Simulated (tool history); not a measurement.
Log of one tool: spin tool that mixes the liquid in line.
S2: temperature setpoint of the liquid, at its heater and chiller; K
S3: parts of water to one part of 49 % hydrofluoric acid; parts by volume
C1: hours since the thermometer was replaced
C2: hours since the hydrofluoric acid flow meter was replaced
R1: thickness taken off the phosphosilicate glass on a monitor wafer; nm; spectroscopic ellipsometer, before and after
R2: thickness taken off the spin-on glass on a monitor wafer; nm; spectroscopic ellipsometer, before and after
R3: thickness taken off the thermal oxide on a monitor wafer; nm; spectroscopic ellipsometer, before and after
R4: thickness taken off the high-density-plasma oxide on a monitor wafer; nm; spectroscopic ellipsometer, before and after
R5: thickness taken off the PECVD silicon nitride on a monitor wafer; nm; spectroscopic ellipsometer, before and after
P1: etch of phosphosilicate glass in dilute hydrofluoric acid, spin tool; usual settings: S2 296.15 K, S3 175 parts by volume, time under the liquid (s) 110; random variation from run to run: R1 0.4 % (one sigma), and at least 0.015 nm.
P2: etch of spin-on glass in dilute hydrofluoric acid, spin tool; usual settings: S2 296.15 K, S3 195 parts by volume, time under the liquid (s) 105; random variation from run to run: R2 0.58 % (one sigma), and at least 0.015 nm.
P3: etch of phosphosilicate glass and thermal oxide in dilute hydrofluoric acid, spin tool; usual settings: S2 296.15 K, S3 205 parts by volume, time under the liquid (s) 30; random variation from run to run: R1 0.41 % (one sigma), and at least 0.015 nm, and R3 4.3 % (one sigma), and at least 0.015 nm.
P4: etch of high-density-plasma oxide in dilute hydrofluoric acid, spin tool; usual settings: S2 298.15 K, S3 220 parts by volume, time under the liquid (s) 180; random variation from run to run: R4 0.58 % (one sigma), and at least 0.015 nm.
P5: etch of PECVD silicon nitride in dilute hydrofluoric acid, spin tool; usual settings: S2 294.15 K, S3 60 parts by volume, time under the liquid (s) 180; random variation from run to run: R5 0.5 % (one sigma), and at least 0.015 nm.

{"run": 1, "day": 0.204, "process that ran": "P1", "S2": 296.15, "S3": 175, "time under the liquid (s)": 110, "C1": 306.6, "C2": 288.3, "R1": 43.038}
{"run": 2, "day": 0.35, "process that ran": "P1", "S2": 296.15, "S3": 175, "time under the liquid (s)": 110, "C1": 310.1, "C2": 291.8, "R1": 43.039}
{"run": 3, "day": 0.558, "process that ran": "P2", "S2": 296.15, "S3": 195, "time under the liquid (s)": 25, "C1": 315.1, "C2": 296.8, "R2": 7.7288}
{"run": 4, "day": 0.65, "process that ran": "P1", "S2": 296.15, "S3": 175, "time under the liquid (s)": 110, "C1": 317.3, "C2": 299, "R1": 43.429}
{"run": 5, "day": 0.842, "process that ran": "P3", "S2": 296.15, "S3": 205, "time under the liquid (s)": 45, "C1": 321.9, "C2": 303.6, "R1": 37.308, "R3": 0.93749}
{"run": 6, "day": 1.0, "process that ran": "P3", "S2": 301.65, "S3": 205, "time under the liquid (s)": 30, "C1": 325.7, "C2": 307.4, "R1": 30.125, "R3": 0.76311}
{"run": 7, "day": 1.104, "process that ran": "P4", "S2": 298.15, "S3": 220, "time under the liquid (s)": 180, "C1": 328.2, "C2": 309.9, "R4": 4.9446}
{"run": 8, "day": 1.254, "process that ran": "P2", "S2": 296.15, "S3": 110, "time under the liquid (s)": 105, "C1": 331.8, "C2": 313.5, "R2": 63.311}
{"run": 9, "day": 1.371, "process that ran": "P1", "S2": 301.15, "S3": 175, "time under the liquid (s)": 110, "C1": 334.6, "C2": 316.3, "R1": 51.963}
{"run": 10, "day": 1.492, "process that ran": "P3", "S2": 296.15, "S3": 205, "time under the liquid (s)": 30, "C1": 337.5, "C2": 319.2, "R1": 24.939, "R3": 0.57758}
{"run": 11, "day": 1.642, "process that ran": "P1", "S2": 296.15, "S3": 175, "time under the liquid (s)": 110, "C1": 341.1, "C2": 322.8, "R1": 43.264}
{"run": 12, "day": 1.821, "process that ran": "P2", "S2": 296.15, "S3": 195, "time under the liquid (s)": 105, "C1": 345.4, "C2": 327.1, "R2": 32.301}
{"run": 13, "day": 2.0, "process that ran": "P1", "S2": 302.65, "S3": 175, "time under the liquid (s)": 185, "C1": 349.7, "C2": 331.4, "R1": 92.294}
{"run": 14, "day": 2.162, "process that ran": "P5", "S2": 294.15, "S3": 35, "time under the liquid (s)": 180, "C1": 353.6, "C2": 335.3, "R5": 7.2356}
{"run": 15, "day": 2.262, "process that ran": "P5", "S2": 299.65, "S3": 60, "time under the liquid (s)": 180, "C1": 356, "C2": 337.7, "R5": 6.1894}
{"run": 16, "day": 2.404, "process that ran": "P3", "S2": 296.15, "S3": 205, "time under the liquid (s)": 30, "C1": 359.4, "C2": 341.1, "R1": 25.005, "R3": 0.64036}
{"run": 17, "day": 2.533, "process that ran": "P1", "S2": 296.15, "S3": 175, "time under the liquid (s)": 185, "C1": 362.5, "C2": 344.2, "R1": 72.833}
{"run": 18, "day": 2.725, "process that ran": "P2", "S2": 300.15, "S3": 195, "time under the liquid (s)": 105, "C1": 367.1, "C2": 348.8, "R2": 37.634}
{"run": 19, "day": 2.9, "process that ran": "P1", "S2": 300.15, "S3": 175, "time under the liquid (s)": 190, "C1": 371.3, "C2": 353, "R1": 86.07}
{"run": 20, "day": 3.05, "process that ran": "P4", "S2": 298.15, "S3": 50, "time under the liquid (s)": 180, "C1": 374.9, "C2": 356.6, "R4": 26.503}
{"run": 21, "day": 3.167, "process that ran": "P1", "S2": 296.15, "S3": 175, "time under the liquid (s)": 110, "C1": 377.7, "C2": 359.4, "R1": 43.175}
{"run": 22, "day": 3.367, "process that ran": "P4", "S2": 298.15, "S3": 220, "time under the liquid (s)": 60, "C1": 382.5, "C2": 364.2, "R4": 1.6563}
{"run": 23, "day": 3.483, "process that ran": "P1", "S2": 296.15, "S3": 175, "time under the liquid (s)": 110, "C1": 385.3, "C2": 367, "R1": 42.932}
{"run": 24, "day": 3.671, "process that ran": "P5", "S2": 294.15, "S3": 60, "time under the liquid (s)": 75, "C1": 389.8, "C2": 371.5, "R5": 1.7816}
{"run": 25, "day": 3.8, "process that ran": "P5", "S2": 294.15, "S3": 60, "time under the liquid (s)": 180, "C1": 392.9, "C2": 374.6, "R5": 4.2525}
{"run": 26, "day": 3.933, "process that ran": "P1", "S2": 296.15, "S3": 70, "time under the liquid (s)": 110, "C1": 396.1, "C2": 377.8, "R1": 121.54}
{"run": 27, "day": 4.058, "process that ran": "P5", "S2": 294.15, "S3": 60, "time under the liquid (s)": 180, "C1": 399.1, "C2": 380.8, "R5": 4.2729}
{"run": 28, "day": 4.254, "process that ran": "P1", "S2": 296.15, "S3": 295, "time under the liquid (s)": 110, "C1": 403.8, "C2": 385.5, "R1": 22.626}
{"run": 29, "day": 4.342, "process that ran": "P3", "S2": 296.15, "S3": 315, "time under the liquid (s)": 30, "C1": 405.9, "C2": 387.6, "R1": 14.5, "R3": 0.37501}
{"run": 30, "day": 4.433, "process that ran": "P1", "S2": 296.15, "S3": 175, "time under the liquid (s)": 60, "C1": 408.1, "C2": 389.8, "R1": 23.407}
{"run": 31, "day": 4.542, "process that ran": "P4", "S2": 293.65, "S3": 220, "time under the liquid (s)": 180, "C1": 410.7, "C2": 392.4, "R4": 4.1579}
{"run": 32, "day": 4.662, "process that ran": "P4", "S2": 298.15, "S3": 220, "time under the liquid (s)": 180, "C1": 413.6, "C2": 395.3, "R4": 4.87}
{"run": 33, "day": 4.812, "process that ran": "P1", "S2": 290.65, "S3": 175, "time under the liquid (s)": 110, "C1": 417.2, "C2": 398.9, "R1": 34.548}
{"run": 34, "day": 4.904, "process that ran": "P1", "S2": 296.15, "S3": 175, "time under the liquid (s)": 110, "C1": 419.4, "C2": 401.1, "R1": 43.298}
{"run": 35, "day": 5.083, "process that ran": "P1", "S2": 296.15, "S3": 175, "time under the liquid (s)": 110, "C1": 423.7, "C2": 405.4, "R1": 44.076}

Run 36 comes next. What will it give?
{"run": 36, "day": 5.279, "process that ran": "P1", "S2": 296.15, "S3": 175, "time under the liquid (s)": 110, "C1": 428.4, "C2": 410.1, "R1": "?"}

R1: 45.219 nm

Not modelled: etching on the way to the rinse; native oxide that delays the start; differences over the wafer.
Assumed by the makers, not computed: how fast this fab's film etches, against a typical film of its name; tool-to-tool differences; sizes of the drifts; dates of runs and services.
